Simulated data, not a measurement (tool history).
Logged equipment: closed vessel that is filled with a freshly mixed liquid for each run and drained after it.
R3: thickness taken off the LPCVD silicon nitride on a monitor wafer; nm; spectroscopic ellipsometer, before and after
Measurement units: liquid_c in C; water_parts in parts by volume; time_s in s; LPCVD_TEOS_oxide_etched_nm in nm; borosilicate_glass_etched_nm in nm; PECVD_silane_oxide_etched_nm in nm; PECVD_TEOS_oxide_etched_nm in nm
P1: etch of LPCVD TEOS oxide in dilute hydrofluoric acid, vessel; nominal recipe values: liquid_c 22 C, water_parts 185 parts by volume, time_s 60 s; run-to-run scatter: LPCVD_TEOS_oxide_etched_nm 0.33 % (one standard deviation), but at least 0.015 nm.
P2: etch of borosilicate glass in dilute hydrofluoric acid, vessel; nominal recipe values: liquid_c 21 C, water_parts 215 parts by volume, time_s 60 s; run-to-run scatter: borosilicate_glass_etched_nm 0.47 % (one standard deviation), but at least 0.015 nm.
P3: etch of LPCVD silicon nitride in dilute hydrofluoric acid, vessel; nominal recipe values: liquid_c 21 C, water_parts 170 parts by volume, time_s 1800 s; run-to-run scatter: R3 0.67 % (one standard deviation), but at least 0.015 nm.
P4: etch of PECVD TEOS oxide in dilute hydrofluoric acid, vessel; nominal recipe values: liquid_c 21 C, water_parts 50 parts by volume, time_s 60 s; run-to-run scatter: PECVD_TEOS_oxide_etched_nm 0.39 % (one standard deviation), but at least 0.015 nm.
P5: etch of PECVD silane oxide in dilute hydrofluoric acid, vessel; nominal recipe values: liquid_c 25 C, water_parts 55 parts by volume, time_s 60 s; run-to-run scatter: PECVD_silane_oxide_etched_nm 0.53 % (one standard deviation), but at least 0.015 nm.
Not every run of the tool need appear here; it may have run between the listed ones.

run 1 hour=6.5 | process=P1 liquid_c=22 water_parts=185 time_s=60 | LPCVD_TEOS_oxide_etched_nm=11.973
run 2 hour=15.3 | process=P2 liquid_c=21 water_parts=215 time_s=30 | borosilicate_glass_etched_nm=3.7893
run 3 hour=23.6 | process=P2 liquid_c=21 water_parts=215 time_s=60 | borosilicate_glass_etched_nm=7.5358
run 4 hour=32.8 | process=P3 liquid_c=21 water_parts=170 time_s=1800 | R3=4.0341
-- hour=35.3 thermometer replaced
run 5 hour=38.4 | process=P5 liquid_c=25 water_parts=55 time_s=60 | PECVD_silane_oxide_etched_nm=22.042
run 6 hour=47.3 | process=P2 liquid_c=21 water_parts=380 time_s=60 | borosilicate_glass_etched_nm=3.7181
run 7 hour=52.3 | process=P4 liquid_c=21 water_parts=50 time_s=120 | PECVD_TEOS_oxide_etched_nm=27.43
run 8 hour=59.7 | process=P1 liquid_c=22 water_parts=185 time_s=60 | LPCVD_TEOS_oxide_etched_nm=11.953
run 9 hour=68.3 | process=P4 liquid_c=21 water_parts=50 time_s=60 | PECVD_TEOS_oxide_etched_nm=13.691
run 10 hour=75.3 | process=P3 liquid_c=17 water_parts=170 time_s=1800 | R3=3.1233
run 11 hour=79.7 | process=P3 liquid_c=21 water_parts=35 time_s=1800 | R3=19.105
run 12 hour=87.5 | process=P5 liquid_c=25 water_parts=55 time_s=60 | PECVD_silane_oxide_etched_nm=22.016
run 13 hour=93.5 | process=P4 liquid_c=21 water_parts=85 time_s=60 | PECVD_TEOS_oxide_etched_nm=7.7124
run 14 hour=98.1 | process=P2 liquid_c=17 water_parts=215 time_s=60 | borosilicate_glass_etched_nm=6.4717
run 15 hour=103.7 | process=P1 liquid_c=17 water_parts=185 time_s=60 | LPCVD_TEOS_oxide_etched_nm=9.8804
run 16 hour=113.3 | process=P1 liquid_c=22 water_parts=185 time_s=30 | LPCVD_TEOS_oxide_etched_nm=6.0055
run 17 hour=122.4 | process=P1 liquid_c=22 water_parts=185 time_s=110 | LPCVD_TEOS_oxide_etched_nm=22.108
run 18 hour=130 | process=P5 liquid_c=25 water_parts=55 time_s=30 | PECVD_silane_oxide_etched_nm=10.934
run 19 hour=136.2 | process=P4 liquid_c=29.5 water_parts=50 time_s=60 | PECVD_TEOS_oxide_etched_nm=19.383
run 20 hour=145 | process=P1 liquid_c=22 water_parts=50 time_s=30 | LPCVD_TEOS_oxide_etched_nm=25.864
run 21 hour=151.5 | process=P1 liquid_c=22 water_parts=335 time_s=60 | LPCVD_TEOS_oxide_etched_nm=5.7118
run 22 hour=161.1 | process=P1 liquid_c=22 water_parts=245 time_s=110 | LPCVD_TEOS_oxide_etched_nm=15.656
run 23 hour=165.9 | process=P1 liquid_c=28.5 water_parts=185 time_s=60 | LPCVD_TEOS_oxide_etched_nm=15.195
run 24 hour=171 | process=P5 liquid_c=19 water_parts=55 time_s=60 | PECVD_silane_oxide_etched_nm=17.011
run 25 hour=180.1 | process=P1 liquid_c=22 water_parts=185 time_s=60 | LPCVD_TEOS_oxide_etched_nm=11.992
run 26 hour=187.6 | process=P3 liquid_c=21 water_parts=170 time_s=820 | R3=1.8298
run 27 hour=193.4 | process=P1 liquid_c=22 water_parts=185 time_s=60 | LPCVD_TEOS_oxide_etched_nm=11.974
run 28 hour=198.6 | process=P5 liquid_c=25 water_parts=20 time_s=60 | PECVD_silane_oxide_etched_nm=63.704
run 29 hour=204.4 | process=P1 liquid_c=22 water_parts=90 time_s=60 | LPCVD_TEOS_oxide_etched_nm=27.267
run 30 hour=212.6 | process=P1 liquid_c=22 water_parts=185 time_s=60 | LPCVD_TEOS_oxide_etched_nm=12.06
run 31 hour=217.2 | process=P1 liquid_c=22 water_parts=185 time_s=60 | LPCVD_TEOS_oxide_etched_nm=12.246
run 32 hour=226.4 | process=P1 liquid_c=22 water_parts=185 time_s=60 | LPCVD_TEOS_oxide_etched_nm=12.418
run 33 hour=233.4 | process=P1 liquid_c=22 water_parts=185 time_s=60 | LPCVD_TEOS_oxide_etched_nm=12.592
run 34 hour=243 | process=P1 liquid_c=22 water_parts=185 time_s=60 | LPCVD_TEOS_oxide_etched_nm=12.678
run 35 hour=247.7 | process=P1 liquid_c=22 water_parts=185 time_s=60 | LPCVD_TEOS_oxide_etched_nm=12.66
run 36 hour=254.3 | process=P1 liquid_c=22 water_parts=185 time_s=60 | LPCVD_TEOS_oxide_etched_nm=12.698
run 37 hour=262.1 | process=P1 liquid_c=22 water_parts=185 time_s=60 | LPCVD_TEOS_oxide_etched_nm=12.702
run 38 hour=266.9 | process=P1 liquid_c=22 water_parts=185 time_s=60 | LPCVD_TEOS_oxide_etched_nm=12.73
run 39 hour=274.9 | process=P1 liquid_c=22 water_parts=185 time_s=60 | LPCVD_TEOS_oxide_etched_nm=12.689

Something has made what P1 gives creep away from where it was; the 2 causes below, each at its own stated size, fit the log equally well:
A: liquid hotter than its thermometer reads (K) = 1.56
B: hydrofluoric acid flow above the setpoint (%) = 5.08
The creep began at about hour 212.6.

Of the 4 check runs listed below, each run on one wafer and each result written as a question mark, which would let you distinguish the listed causes because they would give clearly different results?
run check 1 hour=282.9 | process=P2 liquid_c=17 water_parts=370 time_s=60 | borosilicate_glass_etched_nm=?
run check 2 hour=282.9 | process=P4 liquid_c=28.5 water_parts=50 time_s=60 | PECVD_TEOS_oxide_etched_nm=?
run check 3 hour=282.9 | process=P5 liquid_c=22 water_parts=55 time_s=60 | PECVD_silane_oxide_etched_nm=?
run check 4 hour=282.9 | process=P3 liquid_c=17 water_parts=170 time_s=1800 | R3=?

Expected result of each check under each candidate cause:
check=check_1 result=borosilicate_glass_etched_nm if_A=3.5048 if_B=3.5304
check=check_2 result=PECVD_TEOS_oxide_etched_nm if_A=19.818 if_B=19.653
check=check_3 result=PECVD_silane_oxide_etched_nm if_A=20.693 if_B=20.453
check=check_4 result=R3 if_A=3.4489 if_B=3.2551
Per-check spread between the two closest causes, in the result where they differ most: check 1 0.73 %; check 2 0.84 %; check 3 1.17 %; check 4 5.79 %
Check 4 tells the causes apart: in the others they would give nearly the same result.

Check 4 was carried out, with these results: R3 3.4356 nm. Which of the listed causes is responsible?

Of the candidate causes, it is A: liquid hotter than its thermometer reads (K).
